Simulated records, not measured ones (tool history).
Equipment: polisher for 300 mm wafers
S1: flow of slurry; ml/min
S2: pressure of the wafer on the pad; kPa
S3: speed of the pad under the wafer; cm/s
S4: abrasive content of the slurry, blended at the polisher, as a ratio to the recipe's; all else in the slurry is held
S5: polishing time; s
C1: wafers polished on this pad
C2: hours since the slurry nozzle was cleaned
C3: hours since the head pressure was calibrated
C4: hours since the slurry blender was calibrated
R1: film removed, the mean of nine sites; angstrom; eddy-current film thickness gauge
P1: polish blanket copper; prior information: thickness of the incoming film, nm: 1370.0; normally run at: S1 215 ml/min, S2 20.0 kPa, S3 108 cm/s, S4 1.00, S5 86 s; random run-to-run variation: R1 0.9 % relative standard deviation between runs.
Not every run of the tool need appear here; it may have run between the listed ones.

run	hour	S1	S2	S3	S4	S5	C1	C2	C3	C4	R1
1	6.7	215	20.0	108	1.00	86	229	119.0	171.6	241.0	2631.1
2	11.5	215	20.0	108	1.00	86	257	123.8	176.4	245.8	2668.3
3	18.2	215	20.0	108	1.00	86	297	130.5	183.1	252.5	2685.8
4	23.6	215	20.0	108	1.00	86	329	135.9	188.5	257.9	2690.7
5	31.0	215	25.5	108	1.00	54	373	143.3	195.9	265.3	2168.7
6	37.0	215	20.0	108	1.00	86	409	149.3	201.9	271.3	2650.4
7	43.5	215	9.7	108	1.00	86	447	155.8	208.4	277.8	1286.2
8	51.4	215	20.0	108	0.50	86	494	163.7	216.3	285.7	2299.4
9	56.8	130	20.0	108	1.00	86	527	169.1	221.7	291.1	2438.5
10	64.4	215	20.0	108	1.00	86	572	176.7	229.3	298.7	2646.9
11	68.8	215	20.0	154	1.00	86	598	181.1	233.7	303.1	3809.1
12	76.9	340	20.0	108	1.00	86	646	189.2	241.8	311.2	2773.3
13	84.5	215	20.0	108	1.45	86	691	196.8	249.4	318.8	2922.4
14	92.0	215	20.0	66	1.00	86	736	204.3	256.9	326.3	1639.1
15	97.3	215	20.0	108	1.00	86	767	209.6	262.2	331.6	2668.8
16	103.4	215	20.0	108	1.00	46	804	215.7	268.3	337.7	1413.4
17	110.3	215	20.0	108	1.00	136	845	222.6	275.2	344.6	4152.6
18	116.6	215	31.0	108	1.00	86	882	228.9	281.5	350.9	4167.9
19	125.2	215	20.0	108	1.00	86	933	237.5	290.1	359.5	2657.5
20	130.4	215	20.0	108	1.00	86	964	242.7	295.3	364.7	2606.7
21	136.9	215	20.0	108	1.00	86	1003	249.2	301.8	371.2	2509.1
22	144.2	215	20.0	108	1.00	86	1046	256.5	309.1	378.5	2500.0
# hour 146.2: worn pad replaced by a new one
# hour 148.1: head pressure recalibrated
23	152.9	215	20.0	108	1.00	86	40	265.2	4.8	387.2	2480.5
24	157.4	215	20.0	108	1.00	86	67	269.7	9.3	391.7	2473.4
25	161.3	215	20.0	108	1.00	86	90	273.6	13.2	395.6	2426.0

P1 has crept away from where it was. The log is fitted equally well by each of these 2 causes, at the sizes shown:
A: abrasive missing from the slurry, % = 31.1
B: slurry flow missing at the pad, % = 39.2
The drift started at roughly hour 125.2.
What rules out each remaining cause:
removal rate lost through wear of the pad, %: work on it at hour 146.2, done after the drift set in, did not restore what the process gave before
head's pressure below its setpoint, %: work on it at hour 148.1, done after the drift set in, did not restore what the process gave before

You are offered 4 check runs, listed below with question marks in place of their results; each one averages 2 wafers. Which run separates the listed causes by giving clearly different results for each?
check 1	165.2	215	28.3	108	1.00	133					?
check 2	165.2	130	20.0	108	1.00	131					?
check 3	165.2	215	14.5	108	0.80	86					?
check 4	165.2	285	20.0	108	0.55	86					?

What every check run would give for each of its results, assuming each possible cause in turn:
check	result	if A	if B
check 1	R1	5403.2	5403.3
check 2	R1	3478.1	3325.2
check 3	R1	1710.8	1707.1
check 4	R1	2265.1	2292.9
Per-check spread between the two closest causes, in the result where they differ most: check 1 0 %; check 2 4.49 %; check 3 0.21 %; check 4 1.22 %
Of the check runs offered, only check 2 discriminates between the causes; the rest would read about the same regardless of which cause applies.

With check 2 done, the readings were: R1 3335.5 angstrom. Identify which of the listed causes applies.

It is B: slurry flow missing at the pad, %.

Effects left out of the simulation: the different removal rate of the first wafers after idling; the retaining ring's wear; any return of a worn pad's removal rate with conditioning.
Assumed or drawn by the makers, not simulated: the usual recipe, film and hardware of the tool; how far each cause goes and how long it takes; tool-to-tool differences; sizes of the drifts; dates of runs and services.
